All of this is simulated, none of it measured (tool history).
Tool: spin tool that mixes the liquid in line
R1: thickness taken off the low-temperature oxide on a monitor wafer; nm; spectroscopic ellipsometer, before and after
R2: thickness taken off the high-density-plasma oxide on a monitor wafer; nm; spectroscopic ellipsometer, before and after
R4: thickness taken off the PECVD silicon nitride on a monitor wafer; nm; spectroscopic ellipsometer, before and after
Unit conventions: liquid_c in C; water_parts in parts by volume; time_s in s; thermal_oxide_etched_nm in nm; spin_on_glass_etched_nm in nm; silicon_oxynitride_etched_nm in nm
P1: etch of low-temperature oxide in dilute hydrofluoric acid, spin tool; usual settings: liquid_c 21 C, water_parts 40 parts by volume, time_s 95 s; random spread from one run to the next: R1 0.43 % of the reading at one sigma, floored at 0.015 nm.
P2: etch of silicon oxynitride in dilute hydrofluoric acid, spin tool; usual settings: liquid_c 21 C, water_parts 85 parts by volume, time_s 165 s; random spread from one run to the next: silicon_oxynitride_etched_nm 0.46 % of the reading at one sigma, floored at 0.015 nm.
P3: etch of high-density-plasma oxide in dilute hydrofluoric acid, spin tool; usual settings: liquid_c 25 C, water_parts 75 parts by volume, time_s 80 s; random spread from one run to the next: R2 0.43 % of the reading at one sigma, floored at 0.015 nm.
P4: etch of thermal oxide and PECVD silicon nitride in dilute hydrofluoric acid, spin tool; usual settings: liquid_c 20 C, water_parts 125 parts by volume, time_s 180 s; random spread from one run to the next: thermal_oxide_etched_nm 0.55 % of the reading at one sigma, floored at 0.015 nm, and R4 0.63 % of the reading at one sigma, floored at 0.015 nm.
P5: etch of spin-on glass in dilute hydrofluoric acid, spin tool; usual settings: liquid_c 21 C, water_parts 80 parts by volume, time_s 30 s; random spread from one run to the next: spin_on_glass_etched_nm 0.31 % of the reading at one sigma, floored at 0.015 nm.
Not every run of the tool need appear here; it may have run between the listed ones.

{"run": 1, "hour": 4.1, "process": "P1", "liquid_c": 21, "water_parts": 40, "time_s": 95, "R1": 51.648}
{"run": 2, "hour": 7.1, "process": "P3", "liquid_c": 19, "water_parts": 75, "time_s": 80, "R2": 5.6626}
{"run": 3, "hour": 11.9, "process": "P4", "liquid_c": 20, "water_parts": 125, "time_s": 180, "thermal_oxide_etched_nm": 5.4549, "R4": 4.5917}
{"run": 4, "hour": 16.7, "process": "P1", "liquid_c": 21, "water_parts": 40, "time_s": 95, "R1": 51.741}
{"run": 5, "hour": 21.6, "process": "P1", "liquid_c": 29, "water_parts": 40, "time_s": 95, "R1": 71.719}
{"run": 6, "hour": 26.9, "process": "P5", "liquid_c": 21, "water_parts": 115, "time_s": 30, "spin_on_glass_etched_nm": 7.4158}
{"run": 7, "hour": 30.0, "process": "P4", "liquid_c": 20, "water_parts": 125, "time_s": 70, "thermal_oxide_etched_nm": 2.1276, "R4": 1.7966}
{"run": 8, "hour": 34.2, "process": "P4", "liquid_c": 20, "water_parts": 125, "time_s": 180, "thermal_oxide_etched_nm": 5.4794, "R4": 4.5435}
{"run": 9, "hour": 37.9, "process": "P1", "liquid_c": 21, "water_parts": 40, "time_s": 15, "R1": 8.1543}
{"run": 10, "hour": 43.4, "process": "P1", "liquid_c": 21, "water_parts": 75, "time_s": 95, "R1": 26.425}
{"run": 11, "hour": 47.9, "process": "P1", "liquid_c": 17, "water_parts": 40, "time_s": 40, "R1": 18.362}
{"run": 12, "hour": 51.7, "process": "P2", "liquid_c": 21, "water_parts": 85, "time_s": 320, "silicon_oxynitride_etched_nm": 15.177}
{"run": 13, "hour": 57.0, "process": "P1", "liquid_c": 21, "water_parts": 20, "time_s": 95, "R1": 105.7}
{"run": 14, "hour": 61.4, "process": "P3", "liquid_c": 25, "water_parts": 75, "time_s": 80, "R2": 7.2354}
{"run": 15, "hour": 64.7, "process": "P4", "liquid_c": 17, "water_parts": 125, "time_s": 180, "thermal_oxide_etched_nm": 4.7828, "R4": 3.6686}
{"run": 16, "hour": 69.9, "process": "P5", "liquid_c": 25, "water_parts": 80, "time_s": 30, "spin_on_glass_etched_nm": 12.977}
{"run": 17, "hour": 72.5, "process": "P1", "liquid_c": 17, "water_parts": 40, "time_s": 95, "R1": 43.482}
{"run": 18, "hour": 75.0, "process": "P1", "liquid_c": 21, "water_parts": 40, "time_s": 95, "R1": 52.013}
{"run": 19, "hour": 79.9, "process": "P1", "liquid_c": 21, "water_parts": 40, "time_s": 95, "R1": 51.386}
{"run": 20, "hour": 84.7, "process": "P1", "liquid_c": 21, "water_parts": 40, "time_s": 95, "R1": 51.366}
{"run": 21, "hour": 90.2, "process": "P2", "liquid_c": 21, "water_parts": 85, "time_s": 165, "silicon_oxynitride_etched_nm": 7.7168}
{"run": 22, "hour": 93.9, "process": "P5", "liquid_c": 21, "water_parts": 80, "time_s": 30, "spin_on_glass_etched_nm": 11.08}
{"run": 23, "hour": 96.6, "process": "P3", "liquid_c": 25, "water_parts": 75, "time_s": 35, "R2": 3.1804}
{"run": 24, "hour": 101.7, "process": "P2", "liquid_c": 21, "water_parts": 145, "time_s": 165, "silicon_oxynitride_etched_nm": 4.3132}
{"run": 25, "hour": 106.7, "process": "P4", "liquid_c": 20, "water_parts": 185, "time_s": 180, "thermal_oxide_etched_nm": 3.4549, "R4": 3.117}
{"run": 26, "hour": 109.9, "process": "P1", "liquid_c": 21, "water_parts": 40, "time_s": 165, "R1": 89.283}
{"run": 27, "hour": 113.3, "process": "P2", "liquid_c": 25.5, "water_parts": 85, "time_s": 165, "silicon_oxynitride_etched_nm": 9.6105}
{"run": 28, "hour": 116.1, "process": "P3", "liquid_c": 25, "water_parts": 20, "time_s": 80, "R2": 29.346}
{"run": 29, "hour": 120.2, "process": "P1", "liquid_c": 21, "water_parts": 40, "time_s": 95, "R1": 51.538}
{"run": 30, "hour": 122.9, "process": "P3", "liquid_c": 25, "water_parts": 75, "time_s": 80, "R2": 7.2061}
{"run": 31, "hour": 127.6, "process": "P1", "liquid_c": 17, "water_parts": 20, "time_s": 95, "R1": 88.545}
{"run": 32, "hour": 132.1, "process": "P5", "liquid_c": 21, "water_parts": 80, "time_s": 15, "spin_on_glass_etched_nm": 5.5223}
{"run": 33, "hour": 137.3, "process": "P1", "liquid_c": 21, "water_parts": 40, "time_s": 95, "R1": 52.089}
{"run": 34, "hour": 141.1, "process": "P1", "liquid_c": 21, "water_parts": 40, "time_s": 95, "R1": 50.041}
{"run": 35, "hour": 146.4, "process": "P1", "liquid_c": 21, "water_parts": 40, "time_s": 95, "R1": 48.936}
{"run": 36, "hour": 151.5, "process": "P1", "liquid_c": 21, "water_parts": 40, "time_s": 95, "R1": 48.245}
{"run": 37, "hour": 154.7, "process": "P1", "liquid_c": 21, "water_parts": 40, "time_s": 95, "R1": 48.278}
{"run": 38, "hour": 158.3, "process": "P1", "liquid_c": 21, "water_parts": 40, "time_s": 95, "R1": 48.001}
{"run": 39, "hour": 161.5, "process": "P1", "liquid_c": 21, "water_parts": 40, "time_s": 95, "R1": 47.35}
{"run": 40, "hour": 166.5, "process": "P1", "liquid_c": 21, "water_parts": 40, "time_s": 95, "R1": 47.153}
{"run": 41, "hour": 172.1, "process": "P1", "liquid_c": 21, "water_parts": 40, "time_s": 95, "R1": 47.83}
{"run": 42, "hour": 176.7, "process": "P1", "liquid_c": 21, "water_parts": 40, "time_s": 95, "R1": 47.257}

P1 no longer gives what it gave before; its output has crept away from where it was. The following 2 causes, each at its listed size, fit the log equally well:
A: liquid colder than its thermometer reads (K) = 2
B: hydrofluoric acid flow below the setpoint (%) = 7.78
The process output started creeping at around hour 137.3.

Consider the 4 single-wafer check runs listed below, results given as question marks: which one distinguishes between the causes by giving clearly different results for each?
{"run": "check 1", "hour": 181.3, "process": "P2", "liquid_c": 21, "water_parts": 130, "time_s": 290, "silicon_oxynitride_etched_nm": "?"}
{"run": "check 2", "hour": 181.3, "process": "P3", "liquid_c": 25, "water_parts": 20, "time_s": 50, "R2": "?"}
{"run": "check 3", "hour": 181.3, "process": "P5", "liquid_c": 24, "water_parts": 80, "time_s": 15, "spin_on_glass_etched_nm": "?"}
{"run": "check 4", "hour": 181.3, "process": "P4", "liquid_c": 17, "water_parts": 125, "time_s": 180, "thermal_oxide_etched_nm": "?", "R4": "?"}

Expected result of each check under each candidate cause:
check=check_1 result=silicon_oxynitride_etched_nm if_A=7.8134 if_B=7.8708
check=check_2 result=R2 if_A=16.814 if_B=16.83
check=check_3 result=spin_on_glass_etched_nm if_A=5.767 if_B=5.7188
check=check_4 result=thermal_oxide_etched_nm if_A=4.4471 if_B=4.4134
check=check_4 result=R4 if_A=3.2298 if_B=3.4338
Per-check spread between the two closest causes, in the result where they differ most: check 1 0.73 %; check 2 0.1 %; check 3 0.84 %; check 4 6.12 %
The causes can be told apart only by check 4. The other checks would give nearly the same results under each of them.

Check 4 was then run and gave: thermal_oxide_etched_nm 4.4122 nm; R4 3.4182 nm. Which cause is it?

It is B: hydrofluoric acid flow below the setpoint (%).
